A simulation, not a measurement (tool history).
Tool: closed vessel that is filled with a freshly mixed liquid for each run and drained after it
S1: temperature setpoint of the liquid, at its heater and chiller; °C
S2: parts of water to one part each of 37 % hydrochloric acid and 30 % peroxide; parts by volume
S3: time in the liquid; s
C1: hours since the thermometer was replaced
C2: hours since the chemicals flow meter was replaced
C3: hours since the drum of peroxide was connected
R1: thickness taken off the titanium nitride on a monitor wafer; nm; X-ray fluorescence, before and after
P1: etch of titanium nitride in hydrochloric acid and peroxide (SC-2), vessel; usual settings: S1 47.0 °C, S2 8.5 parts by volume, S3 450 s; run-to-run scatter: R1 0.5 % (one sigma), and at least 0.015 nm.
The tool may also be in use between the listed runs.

Run 1, hour 13.5: S1 47.0 °C, S2 8.5 parts by volume, S3 450 s; C1 812.0; C2 365.9; C3 78.8. Result: R1 6.1029 nm.
Run 2, hour 29.9: S1 47.0 °C, S2 4.0 parts by volume, S3 450 s; C1 828.4; C2 382.3; C3 95.2. Result: R1 10.6410 nm.
Run 3, hour 38.2: S1 47.0 °C, S2 8.5 parts by volume, S3 450 s; C1 836.7; C2 390.6; C3 103.5. Result: R1 6.0982 nm.
Run 4, hour 47.9: S1 47.0 °C, S2 8.5 parts by volume, S3 665 s; C1 846.4; C2 400.3; C3 113.2. Result: R1 9.1267 nm.
Run 5, hour 56.2: S1 35.5 °C, S2 4.0 parts by volume, S3 450 s; C1 854.7; C2 408.6; C3 121.5. Result: R1 4.8241 nm.
Run 6, hour 65.4: S1 47.0 °C, S2 15.0 parts by volume, S3 450 s; C1 863.9; C2 417.8; C3 130.7. Result: R1 3.7877 nm.
Run 7, hour 73.5: S1 35.0 °C, S2 8.5 parts by volume, S3 450 s; C1 872.0; C2 425.9; C3 138.8. Result: R1 2.6265 nm.
Run 8, hour 84.3: S1 47.0 °C, S2 8.5 parts by volume, S3 150 s; C1 882.8; C2 436.7; C3 149.6. Result: R1 2.0102 nm.
Run 9, hour 92.9: S1 47.0 °C, S2 8.5 parts by volume, S3 450 s; C1 891.4; C2 445.3; C3 158.2. Result: R1 6.0990 nm.
At hour 93.5: new drum of peroxide connected.
Run 10, hour 108.3: S1 47.0 °C, S2 8.5 parts by volume, S3 450 s; C1 906.8; C2 460.7; C3 14.8. Result: R1 6.1010 nm.
Run 11, hour 117.7: S1 60.0 °C, S2 8.5 parts by volume, S3 450 s; C1 916.2; C2 470.1; C3 24.2. Result: R1 14.2430 nm.
Run 12, hour 126.2: S1 47.0 °C, S2 8.5 parts by volume, S3 450 s; C1 924.7; C2 478.6; C3 32.7. Result: R1 6.1139 nm.
Run 13, hour 134.4: S1 47.0 °C, S2 8.5 parts by volume, S3 450 s; C1 932.9; C2 486.8; C3 40.9. Result: R1 6.0145 nm.
Run 14, hour 147.2: S1 47.0 °C, S2 8.5 parts by volume, S3 450 s; C1 945.7; C2 499.6; C3 53.7. Result: R1 5.8391 nm.

Forecast run 15:
Run 15, hour 155.8: S1 47.0 °C, S2 8.5 parts by volume, S3 450 s; C1 954.3; C2 508.2; C3 62.3. Result: R1 ?.

{"run 15": {"R1": 5.8301}}

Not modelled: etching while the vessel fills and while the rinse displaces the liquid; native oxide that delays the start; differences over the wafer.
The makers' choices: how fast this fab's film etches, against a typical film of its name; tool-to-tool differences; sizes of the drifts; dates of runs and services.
